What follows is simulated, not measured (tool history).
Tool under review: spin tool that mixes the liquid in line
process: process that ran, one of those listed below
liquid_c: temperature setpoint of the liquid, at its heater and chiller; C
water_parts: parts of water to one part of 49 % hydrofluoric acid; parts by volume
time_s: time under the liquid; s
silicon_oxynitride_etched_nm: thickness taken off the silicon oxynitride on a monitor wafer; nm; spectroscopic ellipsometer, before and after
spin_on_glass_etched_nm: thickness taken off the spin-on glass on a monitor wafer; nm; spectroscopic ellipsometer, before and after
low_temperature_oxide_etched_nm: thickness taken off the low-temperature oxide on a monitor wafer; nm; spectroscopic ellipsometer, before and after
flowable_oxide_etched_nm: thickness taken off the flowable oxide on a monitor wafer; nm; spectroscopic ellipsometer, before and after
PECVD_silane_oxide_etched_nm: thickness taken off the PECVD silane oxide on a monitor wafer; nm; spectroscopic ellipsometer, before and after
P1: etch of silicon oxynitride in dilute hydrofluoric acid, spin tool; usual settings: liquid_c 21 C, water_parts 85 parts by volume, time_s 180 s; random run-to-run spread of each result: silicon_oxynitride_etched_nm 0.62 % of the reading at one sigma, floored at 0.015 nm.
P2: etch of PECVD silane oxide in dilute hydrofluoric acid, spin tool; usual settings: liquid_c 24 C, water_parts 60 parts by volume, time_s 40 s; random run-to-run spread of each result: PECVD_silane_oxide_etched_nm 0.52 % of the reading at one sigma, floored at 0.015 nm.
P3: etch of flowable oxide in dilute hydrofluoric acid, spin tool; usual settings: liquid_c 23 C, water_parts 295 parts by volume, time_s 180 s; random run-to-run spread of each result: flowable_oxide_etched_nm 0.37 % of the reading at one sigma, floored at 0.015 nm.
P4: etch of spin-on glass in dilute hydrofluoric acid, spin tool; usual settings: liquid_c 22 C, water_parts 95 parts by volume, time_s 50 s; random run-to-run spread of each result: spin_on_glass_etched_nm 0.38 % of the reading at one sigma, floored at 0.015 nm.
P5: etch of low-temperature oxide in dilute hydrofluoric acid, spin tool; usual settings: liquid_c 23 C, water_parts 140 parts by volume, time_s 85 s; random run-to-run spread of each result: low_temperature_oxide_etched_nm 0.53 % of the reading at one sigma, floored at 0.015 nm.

run   hour  process  liquid_c  water_parts  time_s  silicon_oxynitride_etched_nm  spin_on_glass_etched_nm  low_temperature_oxide_etched_nm  flowable_oxide_etched_nm  PECVD_silane_oxide_etched_nm
  1    8.1       P1        21           85     180                        3.5744
  2   23.1       P1        21           35     180                        9.0365
  3   37.5       P4        26           95      50                                                 28.254
  4   50.2       P5      28.5          140      85                                                                                   22.65
  5   62.4       P5        23          140      85                                                                                  18.479
  6   69.2       P4        22           95      50                                                 24.086
  7   76.8       P5        23          140      85                                                                                  18.343
  8   91.5       P1        21           85     180                        3.5936
  9  100.4       P3      30.5          295     180                                                                                                            22.673
 10  111.5       P5        23          140     155                                                                                  33.723
 11  125.7       P1        21           85     275                        5.4785
 12  140.8       P1        21           85     180                        3.5844
 13  154.1       P1        21           85     180                        3.6043
 14    168       P4        22           95     100                                                 48.202
 15  176.5       P2        24           20      40                                                                                                                                          107.79
 16  185.1       P3        23          120     180                                                                                                            51.707
 17  192.2       P2        24           60      40                                                                                                                                          34.096
 18  199.7       P5        23           45      85                                                                                  64.646
 19  208.6       P4        22           40      50                                                 61.158
 20  221.1       P2        18           60      40                                                                                                                                          26.391
 21  229.1       P1        21           85      15                       0.31555
     229.5  -- thermometer replaced
 22  241.5       P1      28.5           85     180                        5.0886
 23  255.2       P1        21           85     180                        3.5692
 24  270.3       P1        17           40     180                        6.4186
 25  283.1       P1        21           85     180                        3.5829
 26  294.8       P2        24           60      40                                                                                                                                          34.349
 27  307.9       P3        23          295      35                                                                                                            3.4108
 28  318.3       P2        24           60      65                                                                                                                                          55.873
 29    327       P1        21           85     180                        3.5793
 30  336.3       P1        17           85     180                        2.9357
 31    348       P3        23          295     180                                                                                                            17.598
 32  362.6       P1        21          125     180                        2.3874
 33  373.1       P1        21           85     180                        3.5618
 34  387.1       P1        21           85     180                         3.488
 35  400.9       P1        21           85     180                        3.3965
 36  415.7       P1        21           85     180                        3.3413
 37    427       P1        21           85     180                        3.3686
 38  441.3       P1        21           85     180                        3.3533
 39  448.6       P1        21           85     180                        3.3208
 40  456.2       P1        21           85     180                        3.3175
 41  466.8       P1        21           85     180                        3.2668
 42  477.4       P1        21           85     180                        3.2746

The log shows P1 creeping away from where it was. Any of the 2 causes listed here, at the size stated for it, fits the log just as well as the others:
A: hydrofluoric acid flow below the setpoint (%) = 6.84
B: liquid colder than its thermometer reads (K) = 1.54
The creep began at about hour 373.1.

Each of the 4 check runs below uses one wafer; its results are left as question marks. Which run tells the causes apart?
check 1   488       P4        22           40      50                                                      ?
check 2   488       P3        30          295     180                                                                                                                 ?
check 3   488       P2        24           20      40                                                                                                                                               ?
check 4   488       P5        23           45     125                                                                                       ?

What every check run would give for each of its results, assuming each possible cause in turn:
  check                           result    if A    if B
check 1          spin_on_glass_etched_nm  56.766  57.302
check 2         flowable_oxide_etched_nm  20.262  21.179
check 3     PECVD_silane_oxide_etched_nm   100.2  100.96
check 4  low_temperature_oxide_etched_nm   87.87  88.801
Gap, in per cent, between the two causes that each check separates least, read from the result that separates them most: check 1 0.94 %; check 2 4.43 %; check 3 0.75 %; check 4 1.05 %
The causes can be told apart only by check 2. The other checks would give nearly the same results under each of them.

After running check 2, the following was obtained: flowable_oxide_etched_nm 21.225 nm. Which cause does this point to?

B is the cause: liquid colder than its thermometer reads (K).
